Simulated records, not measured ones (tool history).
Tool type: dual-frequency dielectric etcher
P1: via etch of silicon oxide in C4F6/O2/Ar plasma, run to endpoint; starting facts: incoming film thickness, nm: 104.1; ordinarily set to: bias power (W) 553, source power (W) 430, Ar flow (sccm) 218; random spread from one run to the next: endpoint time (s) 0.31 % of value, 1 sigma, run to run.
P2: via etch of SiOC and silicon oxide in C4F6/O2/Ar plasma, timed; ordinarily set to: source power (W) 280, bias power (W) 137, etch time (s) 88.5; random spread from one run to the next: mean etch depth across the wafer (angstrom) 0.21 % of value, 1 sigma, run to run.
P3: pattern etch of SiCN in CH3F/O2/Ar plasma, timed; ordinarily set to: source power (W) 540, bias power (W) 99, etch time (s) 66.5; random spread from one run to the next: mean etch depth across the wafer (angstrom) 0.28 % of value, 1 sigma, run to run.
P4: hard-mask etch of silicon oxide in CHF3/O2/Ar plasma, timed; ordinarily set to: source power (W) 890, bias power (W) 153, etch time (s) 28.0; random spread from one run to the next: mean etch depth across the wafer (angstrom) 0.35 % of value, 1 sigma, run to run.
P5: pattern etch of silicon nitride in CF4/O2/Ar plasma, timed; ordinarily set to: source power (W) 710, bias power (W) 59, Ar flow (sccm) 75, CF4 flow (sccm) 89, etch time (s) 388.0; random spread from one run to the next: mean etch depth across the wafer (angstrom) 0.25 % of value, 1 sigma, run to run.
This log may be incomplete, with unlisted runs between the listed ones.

run     day  process that ran  bias power (W)  source power (W)  Ar flow (sccm)  etch time (s)  CF4 flow (sccm)  hours since the last wet clean  hours since the last bias power generator calibration  hours since the last source power generator calibration  hours since the last Ar flow controller change  endpoint time (s)  mean etch depth across the wafer (angstrom)
  1   0.612                P1             553               430             218                                                           237.0                                                  877.2                                                   1074.8                                          1187.8             20.303
  2   1.162                P3             134               540                           66.5                                            250.2                                                  890.4                                                   1088.0                                          1201.0                                                          350.55
  3   1.754                P1             553               430             218                                                           264.4                                                  904.6                                                   1102.2                                          1215.2             20.355
  4   2.338                P1             440               430             218                                                           278.4                                                  918.6                                                   1116.2                                          1229.2             22.170
  5   2.900                P1             553               430             218                                                           291.9                                                  932.1                                                   1129.7                                          1242.7             20.374
  6   3.521                P1             553               610             218                                                           306.8                                                  947.0                                                   1144.6                                          1257.6             17.871
  7   4.042                P2             137               180                           88.5                                            319.3                                                  959.5                                                   1157.1                                          1270.1                                                          682.00
  8   4.662                P5              59               710              75          388.0               89                           334.2                                                  974.4                                                   1172.0                                          1285.0                                                        10929.00
  9   5.288                P1             412               430             150                                                           349.2                                                  989.4                                                   1187.0                                          1300.0             21.824
 10   5.692                P1             553               430             218                                                           358.9                                                  999.1                                                   1196.7                                          1309.7             20.340
 11   6.129                P1             553               260             258                                                           369.4                                                 1009.6                                                   1207.2                                          1320.2             25.109
 12   6.696                P2             137               280                           67.0                                            383.0                                                 1023.2                                                   1220.8                                          1333.8                                                          611.90
      7.192  -- Ar flow controller replaced
 13   7.229                P4             192               890                           28.0                                            395.8                                                 1036.0                                                   1233.6                                             0.9                                                          658.49
 14   7.542                P1             749               430             218                                                           403.3                                                 1043.5                                                   1241.1                                             8.4             18.105
 15   8.067                P5              83               710              75          388.0               89                           415.9                                                 1056.1                                                   1253.7                                            21.0                                                        12455.00
 16   8.550                P4             153               890                           20.0                                            427.5                                                 1067.7                                                   1265.3                                            32.6                                                          438.64
 17   9.021                P4             153               890                           28.0                                            438.8                                                 1079.0                                                   1276.6                                            43.9                                                          611.47
 18   9.512                P5              59               710              61          388.0               89                           450.6                                                 1090.8                                                   1288.4                                            55.7                                                        11187.00
 19   9.867                P4             153              1170                           28.0                                            459.1                                                 1099.3                                                   1296.9                                            64.2                                                          681.98
 20  10.354                P2              81               280                           88.5                                            470.8                                                 1111.0                                                   1308.6                                            75.9                                                          693.56
 21  10.683                P5              59               710              75          229.0               89                           478.7                                                 1118.9                                                   1316.5                                            83.8                                                         6464.00
 22  10.967                P5              59               420              75          388.0               89                           485.5                                                 1125.7                                                   1323.3                                            90.6                                                         6914.30
 23  11.571                P1             553               430             175                                                           500.0                                                 1140.2                                                   1337.8                                           105.1             19.972
 24  11.988                P5              59               710              75          388.0               89                           510.0                                                 1150.2                                                   1347.8                                           115.1                                                        10899.00
 25  12.392                P1             553               320             218                                                           519.7                                                 1159.9                                                   1357.5                                           124.8             22.681
 26  12.771                P1             553               430             218                                                           528.8                                                 1169.0                                                   1366.6                                           133.9             20.457
 27  13.096                P3              99               400                           66.5                                            536.6                                                 1176.8                                                   1374.4                                           141.7                                                          281.15
 28  13.492                P1             553               430             268                                                           546.1                                                 1186.3                                                   1383.9                                           151.2             20.889

Run 29 comes next. What will it give?
 29  14.029                P4             153               890                           28.0                                            559.0                                                 1199.2                                                   1396.8                                           164.1                                                               ?

{"run 29": {"mean etch depth across the wafer (angstrom)": 614.88}}
